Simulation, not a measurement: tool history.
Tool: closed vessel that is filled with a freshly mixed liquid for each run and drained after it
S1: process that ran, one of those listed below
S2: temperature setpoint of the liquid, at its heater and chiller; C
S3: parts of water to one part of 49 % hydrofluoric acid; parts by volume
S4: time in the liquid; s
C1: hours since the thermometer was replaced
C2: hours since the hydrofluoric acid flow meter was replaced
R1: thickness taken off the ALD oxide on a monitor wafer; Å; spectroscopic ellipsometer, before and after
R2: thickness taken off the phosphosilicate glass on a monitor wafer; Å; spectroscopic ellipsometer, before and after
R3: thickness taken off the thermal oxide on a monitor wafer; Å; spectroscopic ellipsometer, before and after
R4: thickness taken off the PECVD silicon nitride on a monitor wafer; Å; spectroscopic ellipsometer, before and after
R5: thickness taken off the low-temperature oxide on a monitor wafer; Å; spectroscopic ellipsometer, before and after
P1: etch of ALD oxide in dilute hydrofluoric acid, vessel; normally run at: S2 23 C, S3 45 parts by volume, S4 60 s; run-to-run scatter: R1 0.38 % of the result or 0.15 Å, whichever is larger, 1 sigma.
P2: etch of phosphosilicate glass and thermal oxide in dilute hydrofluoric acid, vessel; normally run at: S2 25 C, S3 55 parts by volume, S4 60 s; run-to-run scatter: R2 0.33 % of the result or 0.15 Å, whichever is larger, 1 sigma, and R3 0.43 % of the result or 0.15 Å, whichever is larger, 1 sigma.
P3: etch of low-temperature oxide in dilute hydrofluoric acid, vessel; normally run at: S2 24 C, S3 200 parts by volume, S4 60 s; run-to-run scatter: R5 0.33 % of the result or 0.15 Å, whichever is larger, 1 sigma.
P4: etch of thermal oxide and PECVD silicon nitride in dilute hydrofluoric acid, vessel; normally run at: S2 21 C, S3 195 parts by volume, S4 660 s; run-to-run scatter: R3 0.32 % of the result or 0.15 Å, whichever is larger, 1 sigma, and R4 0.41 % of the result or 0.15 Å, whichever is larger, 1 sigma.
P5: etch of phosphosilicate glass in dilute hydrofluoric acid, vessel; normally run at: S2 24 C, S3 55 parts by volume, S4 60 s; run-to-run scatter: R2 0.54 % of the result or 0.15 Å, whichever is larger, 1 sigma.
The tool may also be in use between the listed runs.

{"run": 1, "day": 0.312, "S1": "P1", "S2": 23, "S3": 45, "S4": 60, "C1": 1854.9, "C2": 238.8, "R1": 402.57}
{"run": 2, "day": 0.525, "S1": "P1", "S2": 23, "S3": 45, "S4": 30, "C1": 1860, "C2": 243.9, "R1": 204.12}
{"run": 3, "day": 0.988, "S1": "P2", "S2": 17, "S3": 55, "S4": 60, "C1": 1871.1, "C2": 255, "R2": 603, "R3": 39.75}
{"run": 4, "day": 1.242, "S1": "P1", "S2": 27, "S3": 45, "S4": 60, "C1": 1877.2, "C2": 261.1, "R1": 478.28}
{"run": 5, "day": 1.583, "S1": "P4", "S2": 21, "S3": 195, "S4": 950, "C1": 1885.4, "C2": 269.3, "R3": 186.86, "R4": 130.29}
{"run": 6, "day": 1.8, "S1": "P4", "S2": 21, "S3": 360, "S4": 660, "C1": 1890.6, "C2": 274.5, "R3": 59.858, "R4": 50.565}
{"run": 7, "day": 2.2, "S1": "P1", "S2": 23, "S3": 45, "S4": 60, "C1": 1900.2, "C2": 284.1, "R1": 406.35}
{"run": 8, "day": 2.638, "S1": "P3", "S2": 24, "S3": 65, "S4": 60, "C1": 1910.7, "C2": 294.6, "R5": 350.15}
{"run": 9, "day": 3.054, "S1": "P1", "S2": 23, "S3": 45, "S4": 60, "C1": 1920.7, "C2": 304.6, "R1": 408.53}
{"run": 10, "day": 3.492, "S1": "P4", "S2": 21, "S3": 195, "S4": 660, "C1": 1931.2, "C2": 315.1, "R3": 129.8, "R4": 90.949}
{"run": 11, "day": 3.783, "S1": "P1", "S2": 23, "S3": 20, "S4": 60, "C1": 1938.2, "C2": 322.1, "R1": 945.19}
{"run": 12, "day": 4.008, "S1": "P3", "S2": 24, "S3": 200, "S4": 60, "C1": 1943.6, "C2": 327.5, "R5": 97.234}
{"run": 13, "day": 4.458, "S1": "P3", "S2": 24, "S3": 200, "S4": 30, "C1": 1954.4, "C2": 338.3, "R5": 48.516}
{"run": 14, "day": 4.692, "S1": "P1", "S2": 23, "S3": 45, "S4": 60, "C1": 1960, "C2": 343.9, "R1": 407.37}
{"run": 15, "day": 5.175, "S1": "P4", "S2": 17, "S3": 195, "S4": 660, "C1": 1971.6, "C2": 355.5, "R3": 110.87, "R4": 69.117}
{"run": 16, "day": 5.554, "S1": "P5", "S2": 24, "S3": 55, "S4": 115, "C1": 1980.7, "C2": 364.6, "R2": 2980.5}
{"run": 17, "day": 5.908, "S1": "P5", "S2": 24, "S3": 100, "S4": 60, "C1": 1989.2, "C2": 373.1, "R2": 816.04}
{"run": 18, "day": 6.404, "S1": "P5", "S2": 24, "S3": 55, "S4": 60, "C1": 2001.1, "C2": 385, "R2": 1557.3}
{"run": 19, "day": 6.808, "S1": "P5", "S2": 24, "S3": 55, "S4": 60, "C1": 2010.8, "C2": 394.7, "R2": 1563}
{"run": 20, "day": 7.133, "S1": "P1", "S2": 23, "S3": 45, "S4": 60, "C1": 2018.6, "C2": 402.5, "R1": 405.05}
{"run": 21, "day": 7.604, "S1": "P1", "S2": 23, "S3": 45, "S4": 60, "C1": 2029.9, "C2": 413.8, "R1": 405.08}
{"run": 22, "day": 7.879, "S1": "P5", "S2": 19.5, "S3": 55, "S4": 60, "C1": 2036.5, "C2": 420.4, "R2": 1288.6}
{"run": 23, "day": 8.267, "S1": "P2", "S2": 25, "S3": 55, "S4": 110, "C1": 2045.8, "C2": 429.7, "R2": 1545.7, "R3": 100.5}
{"run": 24, "day": 8.579, "S1": "P1", "S2": 27, "S3": 45, "S4": 110, "C1": 2053.3, "C2": 437.2, "R1": 880.5}
{"run": 25, "day": 8.983, "S1": "P1", "S2": 23, "S3": 65, "S4": 60, "C1": 2063, "C2": 446.9, "R1": 273.72}
{"run": 26, "day": 9.367, "S1": "P3", "S2": 32, "S3": 200, "S4": 60, "C1": 2072.2, "C2": 456.1, "R5": 128.36}
{"run": 27, "day": 9.85, "S1": "P4", "S2": 21, "S3": 195, "S4": 660, "C1": 2083.8, "C2": 467.7, "R3": 129.6, "R4": 90.777}
{"run": 28, "day": 10.279, "S1": "P1", "S2": 23, "S3": 45, "S4": 90, "C1": 2094.1, "C2": 478, "R1": 614.95}
{"run": 29, "day": 10.683, "S1": "P2", "S2": 25, "S3": 85, "S4": 60, "C1": 2103.8, "C2": 487.7, "R2": 524.6, "R3": 34.315}
{"run": 30, "day": 11.092, "S1": "P2", "S2": 25, "S3": 55, "S4": 60, "C1": 2113.6, "C2": 497.5, "R2": 841.48, "R3": 55.148}
{"run": 31, "day": 11.325, "S1": "P1", "S2": 17, "S3": 45, "S4": 60, "C1": 2119.2, "C2": 503.1, "R1": 316.49}
{"run": 32, "day": 11.554, "S1": "P1", "S2": 27.5, "S3": 45, "S4": 30, "C1": 2124.7, "C2": 508.6, "R1": 244.07}
{"run": 33, "day": 11.958, "S1": "P1", "S2": 23, "S3": 45, "S4": 60, "C1": 2134.4, "C2": 518.3, "R1": 406.91}
{"run": 34, "day": 12.362, "S1": "P1", "S2": 23, "S3": 45, "S4": 60, "C1": 2144.1, "C2": 528, "R1": 415.88}
{"run": 35, "day": 12.75, "S1": "P1", "S2": 23, "S3": 45, "S4": 60, "C1": 2153.4, "C2": 537.3, "R1": 426.74}
{"run": 36, "day": 13.175, "S1": "P1", "S2": 23, "S3": 45, "S4": 60, "C1": 2163.6, "C2": 547.5, "R1": 429.54}
{"run": 37, "day": 13.575, "S1": "P1", "S2": 23, "S3": 45, "S4": 60, "C1": 2173.2, "C2": 557.1, "R1": 436.48}
{"run": 38, "day": 13.829, "S1": "P1", "S2": 23, "S3": 45, "S4": 60, "C1": 2179.3, "C2": 563.2, "R1": 434.11}
{"run": 39, "day": 14.075, "S1": "P1", "S2": 23, "S3": 45, "S4": 60, "C1": 2185.2, "C2": 569.1, "R1": 439.32}
{"run": 40, "day": 14.333, "S1": "P1", "S2": 23, "S3": 45, "S4": 60, "C1": 2191.4, "C2": 575.3, "R1": 436.9}
{"run": 41, "day": 14.804, "S1": "P1", "S2": 23, "S3": 45, "S4": 60, "C1": 2202.7, "C2": 586.6, "R1": 441}
{"run": 42, "day": 15.2, "S1": "P1", "S2": 23, "S3": 45, "S4": 60, "C1": 2212.2, "C2": 596.1, "R1": 438.59}
{"run": 43, "day": 15.692, "S1": "P1", "S2": 23, "S3": 45, "S4": 60, "C1": 2224, "C2": 607.9, "R1": 439.43}
{"run": 44, "day": 15.988, "S1": "P1", "S2": 23, "S3": 45, "S4": 60, "C1": 2231.1, "C2": 615, "R1": 442.06}

What P1 gives has crept away from where it was. These 2 causes fit the log equally well, each at the size given:
A: liquid hotter than its thermometer reads (K) = 1.97
B: hydrofluoric acid flow above the setpoint (%) = 8
The creep began at about day 11.958.

4 check runs are offered, one wafer each, their results left as question marks. Which one tells the causes apart?
{"run": "check 1", "day": 16.283, "S1": "P5", "S2": 20.5, "S3": 95, "S4": 60, "R2": "?"}
{"run": "check 2", "day": 16.283, "S1": "P3", "S2": 24, "S3": 75, "S4": 35, "R5": "?"}
{"run": "check 3", "day": 16.283, "S1": "P4", "S2": 21, "S3": 255, "S4": 660, "R3": "?", "R4": "?"}
{"run": "check 4", "day": 16.283, "S1": "P2", "S2": 17.5, "S3": 55, "S4": 100, "R2": "?", "R3": "?"}

What each check would give under each cause:
check=check_1 result=R2 if_A=806.84 if_B=810.84
check=check_2 result=R5 if_A=188.55 if_B=189.56
check=check_3 result=R3 if_A=100.41 if_B=102.76
check=check_3 result=R4 if_A=79.006 if_B=75.189
check=check_4 result=R2 if_A=1116.4 if_B=1113.2
check=check_4 result=R3 if_A=72.87 if_B=72.657
How far apart the two closest causes lie, in the result that separates them most: check 1 0.49 %; check 2 0.53 %; check 3 4.95 %; check 4 0.29 %
Check 3 tells the causes apart: in the others they would give nearly the same result.

Check 3 was then run and gave: R3 100.45 Å; R4 78.878 Å. Which cause is it?

It is A: liquid hotter than its thermometer reads (K).

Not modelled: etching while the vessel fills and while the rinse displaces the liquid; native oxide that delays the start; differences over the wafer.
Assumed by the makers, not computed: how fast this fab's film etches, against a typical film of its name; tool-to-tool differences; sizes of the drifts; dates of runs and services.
